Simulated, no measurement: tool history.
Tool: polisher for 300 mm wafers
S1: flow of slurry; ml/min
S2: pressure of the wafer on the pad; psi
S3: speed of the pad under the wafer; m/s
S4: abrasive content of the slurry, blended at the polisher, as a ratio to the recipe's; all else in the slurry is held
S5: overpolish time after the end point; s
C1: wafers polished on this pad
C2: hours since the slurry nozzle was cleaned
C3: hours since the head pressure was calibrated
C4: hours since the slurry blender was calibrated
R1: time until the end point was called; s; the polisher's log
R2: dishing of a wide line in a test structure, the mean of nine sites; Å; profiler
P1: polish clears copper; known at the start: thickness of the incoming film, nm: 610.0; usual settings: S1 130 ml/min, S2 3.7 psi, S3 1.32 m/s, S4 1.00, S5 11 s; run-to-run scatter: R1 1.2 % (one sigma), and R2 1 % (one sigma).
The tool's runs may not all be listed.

run 1 hour=7.4 | S1=130 S2=3.7 S3=1.32 S4=1.00 S5=11 | C1=400 C2=320.8 C3=577.0 C4=404.7 | R1=117.810 R2=395.14
run 2 hour=15.4 | S1=130 S2=3.7 S3=1.32 S4=1.00 S5=20 | C1=450 C2=328.8 C3=585.0 C4=412.7 | R1=119.950 R2=623.88
run 3 hour=20.8 | S1=130 S2=1.7 S3=1.32 S4=1.00 S5=11 | C1=484 C2=334.2 C3=590.4 C4=418.1 | R1=256.890 R2=199.97
run 4 hour=28.4 | S1=130 S2=5.5 S3=1.32 S4=1.00 S5=11 | C1=532 C2=341.8 C3=598.0 C4=425.7 | R1=78.844 R2=556.07
run 5 hour=39.8 | S1=130 S2=3.7 S3=0.60 S4=1.00 S5=11 | C1=603 C2=353.2 C3=609.4 C4=437.1 | R1=260.830 R2=202.04
run 6 hour=48.4 | S1=80 S2=3.7 S3=1.32 S4=1.00 S5=11 | C1=658 C2=361.8 C3=618.0 C4=445.7 | R1=130.720 R2=358.67
run 7 hour=55.3 | S1=130 S2=3.7 S3=1.32 S4=1.00 S5=11 | C1=701 C2=368.7 C3=624.9 C4=452.6 | R1=118.620 R2=393.10
run 8 hour=65.1 | S1=130 S2=3.7 S3=1.32 S4=1.00 S5=6 | C1=762 C2=378.5 C3=634.7 C4=462.4 | R1=119.340 R2=228.62
run 9 hour=70.7 | S1=180 S2=3.7 S3=1.32 S4=1.00 S5=11 | C1=798 C2=384.1 C3=640.3 C4=468.0 | R1=112.620 R2=406.98
run 10 hour=81.3 | S1=95 S2=3.7 S3=1.32 S4=1.35 S5=11 | C1=864 C2=394.7 C3=650.9 C4=478.6 | R1=119.380 R2=389.89
run 11 hour=90.5 | S1=130 S2=3.7 S3=1.32 S4=1.00 S5=11 | C1=922 C2=403.9 C3=660.1 C4=487.8 | R1=119.840 R2=395.93
run 12 hour=102.4 | S1=130 S2=3.7 S3=1.32 S4=1.00 S5=11 | C1=997 C2=415.8 C3=672.0 C4=499.7 | R1=115.120 R2=390.58
run 13 hour=108.5 | S1=130 S2=3.7 S3=1.32 S4=1.00 S5=11 | C1=1035 C2=421.9 C3=678.1 C4=505.8 | R1=118.850 R2=398.07
run 14 hour=116.7 | S1=130 S2=3.7 S3=1.32 S4=1.00 S5=11 | C1=1087 C2=430.1 C3=686.3 C4=514.0 | R1=119.750 R2=393.97
run 15 hour=128.2 | S1=130 S2=3.7 S3=1.78 S4=1.00 S5=11 | C1=1159 C2=441.6 C3=697.8 C4=525.5 | R1=86.166 R2=493.04
run 16 hour=138.0 | S1=130 S2=3.7 S3=1.32 S4=1.25 S5=11 | C1=1221 C2=451.4 C3=707.6 C4=535.3 | R1=113.600 R2=411.37
run 17 hour=145.4 | S1=130 S2=3.7 S3=1.32 S4=0.60 S5=11 | C1=1267 C2=458.8 C3=715.0 C4=542.7 | R1=133.670 R2=362.41
run 18 hour=153.1 | S1=130 S2=3.7 S3=1.32 S4=1.00 S5=11 | C1=1316 C2=466.5 C3=722.7 C4=550.4 | R1=120.280 R2=389.89
run 19 hour=160.7 | S1=130 S2=3.7 S3=1.32 S4=1.00 S5=11 | C1=1363 C2=474.1 C3=730.3 C4=558.0 | R1=124.610 R2=380.24
run 20 hour=170.9 | S1=130 S2=3.7 S3=1.32 S4=1.00 S5=11 | C1=1428 C2=484.3 C3=740.5 C4=568.2 | R1=126.350 R2=367.69
run 21 hour=178.1 | S1=130 S2=3.7 S3=1.32 S4=1.00 S5=11 | C1=1473 C2=491.5 C3=747.7 C4=575.4 | R1=127.860 R2=368.23
run 22 hour=189.4 | S1=130 S2=3.7 S3=1.32 S4=1.00 S5=11 | C1=1544 C2=502.8 C3=759.0 C4=586.7 | R1=129.010 R2=357.68
-- hour=198.0 head pressure recalibrated
run 23 hour=198.2 | S1=130 S2=3.7 S3=1.32 S4=1.00 S5=11 | C1=1599 C2=511.6 C3=0.2 C4=595.5 | R1=133.420 R2=351.50
-- hour=202.6 slurry blender recalibrated
run 24 hour=207.0 | S1=130 S2=3.7 S3=1.32 S4=1.00 S5=11 | C1=1654 C2=520.4 C3=9.0 C4=4.4 | R1=134.080 R2=355.61
run 25 hour=215.6 | S1=130 S2=3.7 S3=1.32 S4=1.00 S5=11 | C1=1708 C2=529.0 C3=17.6 C4=13.0 | R1=134.980 R2=360.76
run 26 hour=221.7 | S1=130 S2=3.7 S3=1.32 S4=1.00 S5=11 | C1=1747 C2=535.1 C3=23.7 C4=19.1 | R1=131.380 R2=356.08

What P1 gives has crept away from where it was. These 2 causes fit the log equally well, each at the size given:
A: slurry flow missing at the pad, % = 39.3
B: removal rate lost through wear of the pad, % = 11.6
The creep began at about hour 153.1.
Why every other cause is out:
head's pressure below its setpoint, %: serviced at hour 198.0, which brought nothing back
abrasive missing from the slurry, %: serviced at hour 202.6, which brought nothing back

4 check runs are offered, each on 2 wafers whose results are averaged, their results left as question marks. Which one tells the causes apart?
run check 1 hour=227.8 | S1=80 S2=5.2 S3=1.32 S4=1.00 S5=11 | R1=? R2=?
run check 2 hour=227.8 | S1=130 S2=3.7 S3=0.64 S4=1.00 S5=11 | R1=? R2=?
run check 3 hour=227.8 | S1=130 S2=2.2 S3=1.32 S4=0.60 S5=11 | R1=? R2=?
run check 4 hour=227.8 | S1=130 S2=4.9 S3=1.32 S4=1.00 S5=11 | R1=? R2=?

What each check would give under each cause:
check=check_1 result=R1 if_A=113.930 if_B=107.000
check=check_1 result=R2 if_A=410.54 if_B=432.51
check=check_2 result=R1 if_A=275.320 if_B=275.290
check=check_2 result=R2 if_A=186.41 if_B=186.43
check=check_3 result=R1 if_A=249.630 if_B=249.600
check=check_3 result=R2 if_A=201.65 if_B=201.68
check=check_4 result=R1 if_A=100.800 if_B=100.790
check=check_4 result=R2 if_A=453.39 if_B=453.44
How far apart the two closest causes lie, in the result that separates them most: check 1 6.27 %; check 2 0.01 %; check 3 0.01 %; check 4 0.01 %
Only check 1 tells the causes apart: in the others they would give nearly the same result.

Then check 1 was run and gave: R1 107.220 s; R2 434.83 Å. Which cause is it?

It is B: removal rate lost through wear of the pad, %.
